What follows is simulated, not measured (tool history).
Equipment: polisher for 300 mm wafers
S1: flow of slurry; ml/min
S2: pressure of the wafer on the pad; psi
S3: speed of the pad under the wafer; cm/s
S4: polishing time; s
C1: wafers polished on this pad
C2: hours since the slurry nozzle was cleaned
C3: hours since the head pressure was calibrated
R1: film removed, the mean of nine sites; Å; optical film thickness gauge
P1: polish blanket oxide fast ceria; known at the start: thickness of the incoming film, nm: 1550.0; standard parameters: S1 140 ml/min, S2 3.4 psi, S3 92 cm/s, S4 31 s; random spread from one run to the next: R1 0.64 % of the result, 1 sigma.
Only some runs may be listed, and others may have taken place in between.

Run 1, hour 15.1: S1 140 ml/min, S2 3.4 psi, S3 92 cm/s, S4 31 s; C1 914; C2 672.4; C3 672.1. Result: R1 5029.4 Å.
Run 2, hour 23.4: S1 140 ml/min, S2 3.4 psi, S3 130 cm/s, S4 18 s; C1 991; C2 680.7; C3 680.4. Result: R1 4092.9 Å.
At hour 30.5: slurry nozzle cleaned.
Run 3, hour 38.8: S1 140 ml/min, S2 3.4 psi, S3 92 cm/s, S4 22 s; C1 1135; C2 8.4; C3 695.8. Result: R1 3500.2 Å.
At hour 41.8: head pressure recalibrated.
Run 4, hour 47.9: S1 140 ml/min, S2 3.4 psi, S3 92 cm/s, S4 31 s; C1 1220; C2 17.5; C3 6.2. Result: R1 4985 Å.
Run 5, hour 59: S1 140 ml/min, S2 2.1 psi, S3 92 cm/s, S4 31 s; C1 1323; C2 28.6; C3 17.3. Result: R1 3126 Å.
Run 6, hour 69.6: S1 140 ml/min, S2 3.4 psi, S3 92 cm/s, S4 31 s; C1 1422; C2 39.2; C3 27.9. Result: R1 5030.9 Å.
Run 7, hour 80.7: S1 140 ml/min, S2 4.9 psi, S3 92 cm/s, S4 31 s; C1 1526; C2 50.3; C3 39. Result: R1 7236 Å.
Run 8, hour 96.6: S1 140 ml/min, S2 3.4 psi, S3 120 cm/s, S4 31 s; C1 1674; C2 66.2; C3 54.9. Result: R1 6482.5 Å.
Run 9, hour 106.6: S1 195 ml/min, S2 3.4 psi, S3 92 cm/s, S4 31 s; C1 1767; C2 76.2; C3 64.9. Result: R1 5220.7 Å.
Run 10, hour 119.3: S1 140 ml/min, S2 3.4 psi, S3 92 cm/s, S4 31 s; C1 1885; C2 88.9; C3 77.6. Result: R1 5046.7 Å.
Run 11, hour 132.9: S1 140 ml/min, S2 3.4 psi, S3 92 cm/s, S4 42 s; C1 2012; C2 102.5; C3 91.2. Result: R1 6725.7 Å.
Run 12, hour 145.9: S1 140 ml/min, S2 3.4 psi, S3 42 cm/s, S4 31 s; C1 2133; C2 115.5; C3 104.2. Result: R1 2286.9 Å.
Run 13, hour 160.5: S1 140 ml/min, S2 3.4 psi, S3 92 cm/s, S4 31 s; C1 2269; C2 130.1; C3 118.8. Result: R1 5017 Å.
Run 14, hour 176.4: S1 185 ml/min, S2 3.4 psi, S3 92 cm/s, S4 47 s; C1 2418; C2 146; C3 134.7. Result: R1 7996.8 Å.
Run 15, hour 185.5: S1 140 ml/min, S2 3.4 psi, S3 92 cm/s, S4 31 s; C1 2502; C2 155.1; C3 143.8. Result: R1 4962.6 Å.
Run 16, hour 195.5: S1 85 ml/min, S2 3.4 psi, S3 92 cm/s, S4 31 s; C1 2596; C2 165.1; C3 153.8. Result: R1 4508.5 Å.
Run 17, hour 204.4: S1 140 ml/min, S2 3.4 psi, S3 92 cm/s, S4 31 s; C1 2679; C2 174; C3 162.7. Result: R1 4971 Å.
Run 18, hour 218.7: S1 140 ml/min, S2 3.4 psi, S3 92 cm/s, S4 31 s; C1 2812; C2 188.3; C3 177. Result: R1 4882.5 Å.
Run 19, hour 226.9: S1 140 ml/min, S2 3.4 psi, S3 92 cm/s, S4 31 s; C1 2888; C2 196.5; C3 185.2. Result: R1 4782.1 Å.
Run 20, hour 235.7: S1 140 ml/min, S2 3.4 psi, S3 92 cm/s, S4 31 s; C1 2970; C2 205.3; C3 194. Result: R1 4755.2 Å.
Run 21, hour 244.4: S1 140 ml/min, S2 3.4 psi, S3 92 cm/s, S4 31 s; C1 3051; C2 214; C3 202.7. Result: R1 4712.4 Å.
At hour 251.4: head pressure recalibrated.
Run 22, hour 259.1: S1 140 ml/min, S2 3.4 psi, S3 92 cm/s, S4 31 s; C1 3188; C2 228.7; C3 7.8. Result: R1 4625.3 Å.
Run 23, hour 271.1: S1 140 ml/min, S2 3.4 psi, S3 92 cm/s, S4 31 s; C1 3300; C2 240.7; C3 19.8. Result: R1 4663.6 Å.
Run 24, hour 281.1: S1 140 ml/min, S2 3.4 psi, S3 92 cm/s, S4 31 s; C1 3393; C2 250.7; C3 29.8. Result: R1 4639.9 Å.
Run 25, hour 295.8: S1 140 ml/min, S2 3.4 psi, S3 92 cm/s, S4 31 s; C1 3530; C2 265.4; C3 44.5. Result: R1 4600.5 Å.
Run 26, hour 311.3: S1 140 ml/min, S2 3.4 psi, S3 92 cm/s, S4 31 s; C1 3675; C2 280.9; C3 60. Result: R1 4602.5 Å.
Run 27, hour 322.4: S1 140 ml/min, S2 3.4 psi, S3 92 cm/s, S4 31 s; C1 3778; C2 292; C3 71.1. Result: R1 4595.5 Å.
Run 28, hour 335: S1 140 ml/min, S2 3.4 psi, S3 92 cm/s, S4 31 s; C1 3896; C2 304.6; C3 83.7. Result: R1 4599.7 Å.

What P1 gives has crept off from where it sat before. The 2 causes that follow fit the log equally well, each at the size noted:
A: slurry flow missing at the pad, % = 33.1
B: removal rate lost through wear of the pad, % = 8.5
The onset of the drift is placed at about hour 204.4.
Other possible causes, and why each is ruled out:
head's pressure below its setpoint, %: serviced at hour 251.4, which brought nothing back

Each of the check runs listed below is run on 3 wafers and reports their average, with the results left as question marks. Pick the one under which the possible causes would lead to clearly different results.
Run check 1, hour 347.6: S1 140 ml/min, S2 2.6 psi, S3 92 cm/s, S4 31 s. Result: R1 ?.
Run check 2, hour 347.6: S1 140 ml/min, S2 2.7 psi, S3 92 cm/s, S4 39 s. Result: R1 ?.
Run check 3, hour 347.6: S1 140 ml/min, S2 4.7 psi, S3 92 cm/s, S4 31 s. Result: R1 ?.
Run check 4, hour 347.6: S1 100 ml/min, S2 3.4 psi, S3 92 cm/s, S4 22 s. Result: R1 ?.

Check results expected under each cause:
  check  result    if A    if B
check 1      R1  3493.9  3493.5
check 2      R1  4564.7  4564.1
check 3      R1    6316  6315.1
check 4      R1  2926.9  3016.9
Per check, the gap between the least separated pair of causes, taken in the result that splits them most: check 1 0.01 %; check 2 0.01 %; check 3 0.01 %; check 4 3.03 %
Only check 4 tells the causes apart: in the others they would give nearly the same result.

With check 4 done, the readings were: R1 3016.6 Å. Identify which of the listed causes applies.

B is the cause: removal rate lost through wear of the pad, %.

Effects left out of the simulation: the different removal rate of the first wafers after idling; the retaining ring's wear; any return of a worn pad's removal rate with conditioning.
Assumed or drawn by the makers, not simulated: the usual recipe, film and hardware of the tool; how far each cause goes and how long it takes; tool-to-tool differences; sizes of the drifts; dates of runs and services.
